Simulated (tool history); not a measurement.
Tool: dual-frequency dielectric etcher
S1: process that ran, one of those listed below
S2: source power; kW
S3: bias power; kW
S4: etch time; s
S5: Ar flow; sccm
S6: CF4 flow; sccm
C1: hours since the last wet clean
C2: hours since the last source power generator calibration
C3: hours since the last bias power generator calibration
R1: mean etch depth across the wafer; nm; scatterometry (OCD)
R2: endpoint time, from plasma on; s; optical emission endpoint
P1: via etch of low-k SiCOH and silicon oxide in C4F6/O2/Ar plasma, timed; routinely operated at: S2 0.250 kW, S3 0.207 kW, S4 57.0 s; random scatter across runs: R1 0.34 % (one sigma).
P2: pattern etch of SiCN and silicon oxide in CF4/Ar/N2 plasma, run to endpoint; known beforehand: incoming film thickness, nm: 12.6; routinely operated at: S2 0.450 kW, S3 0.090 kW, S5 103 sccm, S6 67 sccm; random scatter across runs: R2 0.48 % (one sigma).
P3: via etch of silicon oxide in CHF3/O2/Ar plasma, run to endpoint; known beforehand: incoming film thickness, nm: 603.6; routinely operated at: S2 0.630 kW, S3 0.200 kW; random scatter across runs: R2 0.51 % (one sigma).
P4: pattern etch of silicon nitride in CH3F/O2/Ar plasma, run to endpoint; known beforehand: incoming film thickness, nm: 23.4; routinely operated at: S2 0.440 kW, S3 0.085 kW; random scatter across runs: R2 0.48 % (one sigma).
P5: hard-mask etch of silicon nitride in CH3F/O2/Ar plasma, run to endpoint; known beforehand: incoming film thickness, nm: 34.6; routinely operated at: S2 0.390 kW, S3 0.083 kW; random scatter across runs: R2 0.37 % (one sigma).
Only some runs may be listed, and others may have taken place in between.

run 1 day=0.775 | S1=P1 S2=0.250 S3=0.207 S4=57.0 | C1=138.9 C2=2413.1 C3=725.0 | R1=141.19
run 2 day=1.312 | S1=P2 S2=0.450 S3=0.090 S5=124 S6=67 | C1=151.8 C2=2426.0 C3=737.9 | R2=14.073
run 3 day=1.662 | S1=P3 S2=0.630 S3=0.163 | C1=160.2 C2=2434.4 C3=746.3 | R2=313.100
run 4 day=2.446 | S1=P4 S2=0.570 S3=0.085 | C1=179.0 C2=2453.2 C3=765.1 | R2=28.399
run 5 day=3.033 | S1=P4 S2=0.440 S3=0.085 | C1=193.1 C2=2467.3 C3=779.2 | R2=31.516
run 6 day=3.646 | S1=P1 S2=0.250 S3=0.131 S4=57.0 | C1=207.8 C2=2482.0 C3=793.9 | R1=121.47
run 7 day=4.158 | S1=P1 S2=0.350 S3=0.207 S4=57.0 | C1=220.1 C2=2494.3 C3=806.2 | R1=160.93
run 8 day=4.679 | S1=P3 S2=0.630 S3=0.200 | C1=232.6 C2=2506.8 C3=818.7 | R2=294.790
run 9 day=5.217 | S1=P2 S2=0.360 S3=0.090 S5=103 S6=67 | C1=245.5 C2=2519.7 C3=831.6 | R2=16.869
run 10 day=5.971 | S1=P3 S2=0.840 S3=0.200 | C1=263.6 C2=2537.8 C3=849.7 | R2=263.090
run 11 day=6.438 | S1=P1 S2=0.250 S3=0.207 S4=35.5 | C1=274.8 C2=2549.0 C3=860.9 | R1=87.45
run 12 day=6.971 | S1=P5 S2=0.390 S3=0.083 | C1=287.6 C2=2561.8 C3=873.7 | R2=50.655
run 13 day=7.525 | S1=P5 S2=0.230 S3=0.083 | C1=300.9 C2=2575.1 C3=887.0 | R2=61.904
run 14 day=8.050 | S1=P2 S2=0.450 S3=0.124 S5=103 S6=67 | C1=313.5 C2=2587.7 C3=899.6 | R2=12.302
-- day=8.567 wet clean of the chamber
run 15 day=8.662 | S1=P1 S2=0.250 S3=0.207 S4=82.5 | C1=2.4 C2=2602.4 C3=914.3 | R1=204.34
run 16 day=9.117 | S1=P1 S2=0.250 S3=0.207 S4=57.0 | C1=13.3 C2=2613.3 C3=925.2 | R1=141.33
run 17 day=9.625 | S1=P1 S2=0.160 S3=0.207 S4=57.0 | C1=25.5 C2=2625.5 C3=937.4 | R1=119.23
run 18 day=10.029 | S1=P1 S2=0.200 S3=0.171 S4=57.0 | C1=35.2 C2=2635.2 C3=947.1 | R1=120.36
run 19 day=10.679 | S1=P2 S2=0.450 S3=0.090 S5=103 S6=48 | C1=50.8 C2=2650.8 C3=962.7 | R2=14.483
run 20 day=11.429 | S1=P2 S2=0.450 S3=0.090 S5=103 S6=67 | C1=68.8 C2=2668.8 C3=980.7 | R2=13.724
run 21 day=11.921 | S1=P1 S2=0.250 S3=0.207 S4=57.0 | C1=80.6 C2=2680.6 C3=992.5 | R1=141.08
run 22 day=12.521 | S1=P4 S2=0.440 S3=0.117 | C1=95.0 C2=2695.0 C3=1006.9 | R2=28.078
run 23 day=12.992 | S1=P4 S2=0.440 S3=0.085 | C1=106.3 C2=2706.3 C3=1018.2 | R2=31.551
run 24 day=13.488 | S1=P1 S2=0.250 S3=0.257 S4=57.0 | C1=118.2 C2=2718.2 C3=1030.1 | R1=151.87
run 25 day=14.121 | S1=P1 S2=0.250 S3=0.207 S4=57.0 | C1=133.4 C2=2733.4 C3=1045.3 | R1=140.52
run 26 day=14.704 | S1=P1 S2=0.250 S3=0.207 S4=57.0 | C1=147.4 C2=2747.4 C3=1059.3 | R1=140.18
run 27 day=15.408 | S1=P5 S2=0.390 S3=0.103 | C1=164.3 C2=2764.3 C3=1076.2 | R2=46.313
run 28 day=15.808 | S1=P1 S2=0.250 S3=0.207 S4=57.0 | C1=173.9 C2=2773.9 C3=1085.8 | R1=140.30
run 29 day=16.192 | S1=P1 S2=0.250 S3=0.207 S4=57.0 | C1=183.1 C2=2783.1 C3=1095.0 | R1=139.75
run 30 day=16.775 | S1=P1 S2=0.250 S3=0.207 S4=57.0 | C1=197.1 C2=2797.1 C3=1109.0 | R1=139.82
run 31 day=17.133 | S1=P1 S2=0.250 S3=0.207 S4=57.0 | C1=205.7 C2=2805.7 C3=1117.6 | R1=138.56
-- day=17.221 wet clean of the chamber
run 32 day=17.508 | S1=P1 S2=0.250 S3=0.207 S4=57.0 | C1=7.0 C2=2814.7 C3=1126.6 | R1=139.33
run 33 day=18.238 | S1=P1 S2=0.250 S3=0.207 S4=57.0 | C1=24.5 C2=2832.2 C3=1144.1 | R1=138.58
run 34 day=18.967 | S1=P1 S2=0.250 S3=0.207 S4=57.0 | C1=42.0 C2=2849.7 C3=1161.6 | R1=138.77
run 35 day=19.538 | S1=P1 S2=0.250 S3=0.207 S4=57.0 | C1=55.7 C2=2863.4 C3=1175.3 | R1=138.01

The log shows P1 creeping away from where it was. Any of the 2 causes listed here, at the size stated for it, fits the log just as well as the others:
A: bias power that arrives under what is set, % = 4.98
B: source power that arrives under what is set, % = 4.37
The process output started creeping at around day 15.808.
Every other cause this tool's parts could produce, and why it does not fit the log:
chamber walls in a state that lowers the etch rate, %: serviced at day 17.221, which brought nothing back

Consider the 4 check runs below, whose results appear as question marks and each of which averages 3 wafers. Which one distinguishes the causes, in that each cause would give it a clearly different result?
run check 1 day=20.108 | S1=P4 S2=0.440 S3=0.085 | R2=?
run check 2 day=20.108 | S1=P2 S2=0.450 S3=0.090 S5=103 S6=67 | R2=?
run check 3 day=20.108 | S1=P5 S2=0.390 S3=0.083 | R2=?
run check 4 day=20.108 | S1=P3 S2=0.630 S3=0.200 | R2=?

Outcome of each check run for each possible cause:
check=check_1 result=R2 if_A=32.146 if_B=32.110
check=check_2 result=R2 if_A=14.079 if_B=14.377
check=check_3 result=R2 if_A=51.395 if_B=51.333
check=check_4 result=R2 if_A=298.660 if_B=298.540
Distance between the nearest two causes, measured in the result of the check that separates them most: check 1 0.11 %; check 2 2.1 %; check 3 0.12 %; check 4 0.04 %
Of the check runs offered, only check 2 discriminates between the causes; the rest would read about the same regardless of which cause applies.

Running check 2 produced the following: R2 14.353 s. Which one of the listed causes fits?

The correct cause is B, namely: source power that arrives under what is set, %.
